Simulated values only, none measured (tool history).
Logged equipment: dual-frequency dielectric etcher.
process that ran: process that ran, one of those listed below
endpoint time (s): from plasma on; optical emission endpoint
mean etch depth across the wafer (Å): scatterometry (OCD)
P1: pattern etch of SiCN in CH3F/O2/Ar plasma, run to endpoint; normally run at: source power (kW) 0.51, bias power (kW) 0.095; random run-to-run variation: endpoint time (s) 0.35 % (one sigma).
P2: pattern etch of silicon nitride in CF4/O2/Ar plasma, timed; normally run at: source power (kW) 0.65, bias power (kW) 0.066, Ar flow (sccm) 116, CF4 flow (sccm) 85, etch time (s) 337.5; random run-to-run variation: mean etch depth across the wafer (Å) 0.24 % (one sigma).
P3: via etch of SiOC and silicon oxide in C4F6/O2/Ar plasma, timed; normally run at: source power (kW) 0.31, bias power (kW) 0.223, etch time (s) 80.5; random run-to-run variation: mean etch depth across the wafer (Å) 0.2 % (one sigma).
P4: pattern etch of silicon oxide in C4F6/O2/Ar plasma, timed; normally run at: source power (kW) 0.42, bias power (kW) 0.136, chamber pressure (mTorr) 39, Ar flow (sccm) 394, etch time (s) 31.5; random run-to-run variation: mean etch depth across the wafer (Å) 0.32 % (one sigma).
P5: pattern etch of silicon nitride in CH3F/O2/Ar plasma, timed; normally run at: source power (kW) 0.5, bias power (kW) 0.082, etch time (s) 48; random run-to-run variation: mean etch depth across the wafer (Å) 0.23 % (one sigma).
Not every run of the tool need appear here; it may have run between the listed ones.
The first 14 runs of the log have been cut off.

run   hour  process that ran  source power (kW)  bias power (kW)  chamber pressure (mTorr)  Ar flow (sccm)  etch time (s)  CF4 flow (sccm)  hours since the last wet clean  hours since the last source power generator calibration  hours since the last bias power generator calibration  endpoint time (s)  mean etch depth across the wafer (Å)
 15   87.3                P3               0.31            0.223                                                     44.5                                            365.3                                                     12.2                                                 2201.9                                                   494.93
 16   93.5                P3               0.31            0.223                                                     80.5                                            371.5                                                     18.4                                                 2208.1                                                   897.06
 17   96.9                P1               0.51            0.095                                                                                                     374.9                                                     21.8                                                 2211.5             17.814
 18  100.7                P4               0.42            0.177                        39             394           31.5                                            378.7                                                     25.6                                                 2215.3                                                   940.41
 19  104.1                P2               0.65            0.092                                       116          337.5               85                           382.1                                                       29                                                 2218.7                                                   9908.1
 20  109.6                P2               0.65            0.066                                       116          337.5               85                           387.6                                                     34.5                                                 2224.2                                                   8661.9
 21  113.3                P1               0.39            0.057                                                                                                     391.3                                                     38.2                                                 2227.9             23.418
 22  117.5                P1               0.51            0.095                                                                                                     395.5                                                     42.4                                                 2232.1             17.672
 23  121.7                P1               0.51            0.061                                                                                                     399.7                                                     46.6                                                 2236.3              20.71
 24    128                P2               0.65            0.066                                       116          337.5              102                             406                                                     52.9                                                 2242.6                                                   8853.8
 25  134.7                P3               0.31            0.223                                                     80.5                                            412.7                                                     59.6                                                 2249.3                                                   894.34

Forecast run 26:
 26  138.1                P1                0.7            0.095                                                                                                     416.1                                                       63                                                 2252.7                  ?

{"run 26": {"endpoint time (s)": 15.759}}
